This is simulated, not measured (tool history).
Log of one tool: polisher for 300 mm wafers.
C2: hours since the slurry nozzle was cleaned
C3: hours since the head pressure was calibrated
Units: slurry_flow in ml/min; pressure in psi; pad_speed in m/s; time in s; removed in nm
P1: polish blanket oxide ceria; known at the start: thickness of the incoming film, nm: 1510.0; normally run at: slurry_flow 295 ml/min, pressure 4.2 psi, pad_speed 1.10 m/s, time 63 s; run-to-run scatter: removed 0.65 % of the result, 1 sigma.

Run 1, hour 11.0: slurry_flow 295 ml/min, pressure 4.2 psi, pad_speed 1.10 m/s, time 63 s; wafers polished on this pad 641; C2 183.2; C3 715.5. Result: removed 343.65 nm.
Run 2, hour 23.4: slurry_flow 295 ml/min, pressure 4.2 psi, pad_speed 1.10 m/s, time 63 s; wafers polished on this pad 774; C2 195.6; C3 727.9. Result: removed 346.35 nm.
Run 3, hour 33.5: slurry_flow 295 ml/min, pressure 4.2 psi, pad_speed 1.72 m/s, time 63 s; wafers polished on this pad 883; C2 205.7; C3 738.0. Result: removed 541.13 nm.
Run 4, hour 41.4: slurry_flow 295 ml/min, pressure 4.2 psi, pad_speed 1.10 m/s, time 95 s; wafers polished on this pad 967; C2 213.6; C3 745.9. Result: removed 523.25 nm.
Run 5, hour 57.1: slurry_flow 295 ml/min, pressure 4.2 psi, pad_speed 1.10 m/s, time 63 s; wafers polished on this pad 1136; C2 229.3; C3 761.6. Result: removed 349.36 nm.
Run 6, hour 71.7: slurry_flow 175 ml/min, pressure 4.2 psi, pad_speed 1.10 m/s, time 63 s; wafers polished on this pad 1292; C2 243.9; C3 776.2. Result: removed 325.17 nm.
Run 7, hour 87.6: slurry_flow 295 ml/min, pressure 1.9 psi, pad_speed 1.10 m/s, time 63 s; wafers polished on this pad 1463; C2 259.8; C3 792.1. Result: removed 156.99 nm.
Run 8, hour 101.5: slurry_flow 295 ml/min, pressure 4.2 psi, pad_speed 1.10 m/s, time 63 s; wafers polished on this pad 1612; C2 273.7; C3 806.0. Result: removed 346.69 nm.
Run 9, hour 112.9: slurry_flow 295 ml/min, pressure 6.5 psi, pad_speed 1.10 m/s, time 63 s; wafers polished on this pad 1734; C2 285.1; C3 817.4. Result: removed 538.09 nm.
Run 10, hour 127.8: slurry_flow 295 ml/min, pressure 4.2 psi, pad_speed 1.10 m/s, time 39 s; wafers polished on this pad 1894; C2 300.0; C3 832.3. Result: removed 211.50 nm.
Run 11, hour 143.2: slurry_flow 410 ml/min, pressure 4.2 psi, pad_speed 1.10 m/s, time 63 s; wafers polished on this pad 2059; C2 315.4; C3 847.7. Result: removed 353.54 nm.
Run 12, hour 158.1: slurry_flow 295 ml/min, pressure 4.2 psi, pad_speed 1.46 m/s, time 28 s; wafers polished on this pad 2219; C2 330.3; C3 862.6. Result: removed 205.66 nm.
Run 13, hour 171.6: slurry_flow 295 ml/min, pressure 4.2 psi, pad_speed 0.50 m/s, time 63 s; wafers polished on this pad 2364; C2 343.8; C3 876.1. Result: removed 156.20 nm.
Run 14, hour 178.8: slurry_flow 295 ml/min, pressure 4.2 psi, pad_speed 1.10 m/s, time 63 s; wafers polished on this pad 2441; C2 351.0; C3 883.3. Result: removed 343.17 nm.
Run 15, hour 190.1: slurry_flow 295 ml/min, pressure 4.2 psi, pad_speed 1.10 m/s, time 63 s; wafers polished on this pad 2562; C2 362.3; C3 894.6. Result: removed 339.96 nm.
Run 16, hour 199.5: slurry_flow 295 ml/min, pressure 4.2 psi, pad_speed 1.10 m/s, time 63 s; wafers polished on this pad 2663; C2 371.7; C3 904.0. Result: removed 337.80 nm.
Run 17, hour 209.2: slurry_flow 295 ml/min, pressure 4.2 psi, pad_speed 1.10 m/s, time 63 s; wafers polished on this pad 2767; C2 381.4; C3 913.7. Result: removed 338.63 nm.
At hour 214.1: worn pad replaced by a new one.
Run 18, hour 216.9: slurry_flow 295 ml/min, pressure 4.2 psi, pad_speed 1.10 m/s, time 63 s; wafers polished on this pad 30; C2 389.1; C3 921.4. Result: removed 335.00 nm.
Run 19, hour 228.8: slurry_flow 295 ml/min, pressure 4.2 psi, pad_speed 1.10 m/s, time 63 s; wafers polished on this pad 157; C2 401.0; C3 933.3. Result: removed 334.46 nm.
Run 20, hour 238.7: slurry_flow 295 ml/min, pressure 4.2 psi, pad_speed 1.10 m/s, time 63 s; wafers polished on this pad 264; C2 410.9; C3 943.2. Result: removed 334.66 nm.
Run 21, hour 251.6: slurry_flow 295 ml/min, pressure 4.2 psi, pad_speed 1.10 m/s, time 63 s; wafers polished on this pad 402; C2 423.8; C3 956.1. Result: removed 331.33 nm.

What P1 gives has crept away from where it was. These 2 causes fit the log equally well, each at the size given:
A: slurry flow missing at the pad, % = 29.7
B: head's pressure below its setpoint, % = 3.73
The creep began at about hour 178.8.
Why every other cause is out:
removal rate lost through wear of the pad, %: serviced at hour 214.1, which brought nothing back

4 check runs are offered, each on 5 wafers whose results are averaged, their results left as question marks. Which one tells the causes apart?
Run check 1, hour 264.5: slurry_flow 175 ml/min, pressure 4.2 psi, pad_speed 1.10 m/s, time 91 s. Result: removed ?.
Run check 2, hour 264.5: slurry_flow 295 ml/min, pressure 6.0 psi, pad_speed 1.64 m/s, time 63 s. Result: removed ?.
Run check 3, hour 264.5: slurry_flow 295 ml/min, pressure 1.9 psi, pad_speed 0.64 m/s, time 63 s. Result: removed ?.
Run check 4, hour 264.5: slurry_flow 295 ml/min, pressure 5.8 psi, pad_speed 0.50 m/s, time 63 s. Result: removed ?.

What each check would give under each cause:
  check   result     if A     if B
check 1  removed  441.730  452.490
check 2  removed  709.450  709.480
check 3  removed   87.672   87.676
check 4  removed  209.090  209.100
How far apart the two closest causes lie, in the result that separates them most: check 1 2.4 %; check 2 0 %; check 3 0 %; check 4 0 %
Check 1 tells the causes apart: in the others they would give nearly the same result.

Then check 1 was run and gave: removed 450.340 nm. Which cause is it?

It is B: head's pressure below its setpoint, %.
